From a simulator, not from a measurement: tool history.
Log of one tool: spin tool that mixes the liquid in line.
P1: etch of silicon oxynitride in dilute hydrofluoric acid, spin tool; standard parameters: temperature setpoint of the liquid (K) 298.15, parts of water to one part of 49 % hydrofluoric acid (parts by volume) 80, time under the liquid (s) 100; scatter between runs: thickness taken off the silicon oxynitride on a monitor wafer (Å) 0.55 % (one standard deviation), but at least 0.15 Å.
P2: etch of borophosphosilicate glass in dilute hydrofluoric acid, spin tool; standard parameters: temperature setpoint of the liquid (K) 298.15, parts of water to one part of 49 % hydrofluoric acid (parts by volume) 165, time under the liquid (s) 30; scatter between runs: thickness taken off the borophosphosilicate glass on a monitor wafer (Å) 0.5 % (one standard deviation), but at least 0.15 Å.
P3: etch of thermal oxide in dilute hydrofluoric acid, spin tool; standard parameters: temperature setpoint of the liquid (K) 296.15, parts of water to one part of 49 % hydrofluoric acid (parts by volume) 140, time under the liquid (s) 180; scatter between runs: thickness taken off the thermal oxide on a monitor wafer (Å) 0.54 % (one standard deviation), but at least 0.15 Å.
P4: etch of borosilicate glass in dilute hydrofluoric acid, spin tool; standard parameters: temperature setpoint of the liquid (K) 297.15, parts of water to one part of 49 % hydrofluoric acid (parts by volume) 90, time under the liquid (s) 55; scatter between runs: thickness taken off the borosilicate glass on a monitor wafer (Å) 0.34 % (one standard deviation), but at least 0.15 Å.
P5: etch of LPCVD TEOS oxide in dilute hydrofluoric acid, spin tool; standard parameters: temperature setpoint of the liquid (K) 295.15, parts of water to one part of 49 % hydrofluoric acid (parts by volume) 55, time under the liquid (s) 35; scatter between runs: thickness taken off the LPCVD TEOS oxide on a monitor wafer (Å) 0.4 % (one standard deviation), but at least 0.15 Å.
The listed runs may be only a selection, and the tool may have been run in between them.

run    day  process that ran  temperature setpoint of the liquid (K)  parts of water to one part of 49 % hydrofluoric acid (parts by volume)  time under the liquid (s)  hours since the thermometer was replaced  hours since the hydrofluoric acid flow meter was replaced  thickness taken off the silicon oxynitride on a monitor wafer (Å)  thickness taken off the borosilicate glass on a monitor wafer (Å)  thickness taken off the thermal oxide on a monitor wafer (Å)  thickness taken off the LPCVD TEOS oxide on a monitor wafer (Å)  thickness taken off the borophosphosilicate glass on a monitor wafer (Å)
  1  0.454                P1                                  298.15                                                                      80                        100                                    1408.7                                                      772.9                                                             63.777
  2  0.738                P4                                  297.15                                                                      90                        100                                    1415.5                                                      779.7                                                                                                                                300.88
  3   1.25                P1                                  304.65                                                                      35                        100                                    1427.8                                                        792                                                             205.51
  4  1.638                P1                                  298.15                                                                      80                        100                                    1437.1                                                      801.3                                                             64.158
  5   2.25                P3                                  296.15                                                                     140                        260                                    1451.8                                                        816                                                                                                                                                                                              87.693
  6    2.6                P4                                  290.15                                                                      90                         55                                    1460.2                                                      824.4                                                                                                                                 124.2
  7  3.175                P1                                  298.15                                                                      80                         55                                      1474                                                      838.2                                                             35.046
  8  3.588                P3                                  296.15                                                                      30                        180                                    1483.9                                                      848.1                                                                                                                                                                                              323.28
  9  4.121                P1                                  298.15                                                                      80                        155                                    1496.7                                                      860.9                                                             98.096
 10  4.492                P1                                  298.15                                                                      80                        100                                    1505.6                                                      869.8                                                             63.373
 11  4.938                P5                                  295.15                                                                      55                         15                                    1516.3                                                      880.5                                                                                                                                                                                                                                                               93.096
 12  5.529                P2                                  290.15                                                                     165                         30                                    1530.5                                                      894.7                                                                                                                                                                                                                                                                                                                                         67.927
 13  5.892                P1                                  298.15                                                                     125                        100                                    1539.2                                                      903.4                                                             39.624
 14   6.45                P2                                  298.15                                                                     295                         30                                    1552.6                                                      916.8                                                                                                                                                                                                                                                                                                                                         45.163
 15  6.804                P1                                  302.65                                                                      30                        100                                    1561.1                                                      925.3                                                             219.84
 16  7.429                P3                                  296.15                                                                     140                        180                                    1576.1                                                      940.3                                                                                                                                                                                              60.646
 17  7.838                P2                                  298.15                                                                     165                         15                                    1585.9                                                      950.1                                                                                                                                                                                                                                                                                                                                         45.847
 18  8.258                P4                                  297.15                                                                      90                         55                                      1596                                                      960.2                                                                                                                                164.85
 19  8.862                P4                                  297.15                                                                      20                         55                                    1610.5                                                      974.7                                                                                                                                813.81
 20  9.246                P1                                  298.15                                                                     115                        140                                    1619.7                                                      983.9                                                              60.07
 21   9.65                P1                                  298.15                                                                      80                        100                                    1629.4                                                      993.6                                                              64.14

What will run 22 give?
 22  9.958                P1                                  298.15                                                                      20                        100                                    1636.8                                                       1001                                                                  ?

thickness taken off the silicon oxynitride on a monitor wafer (Å): 269.43
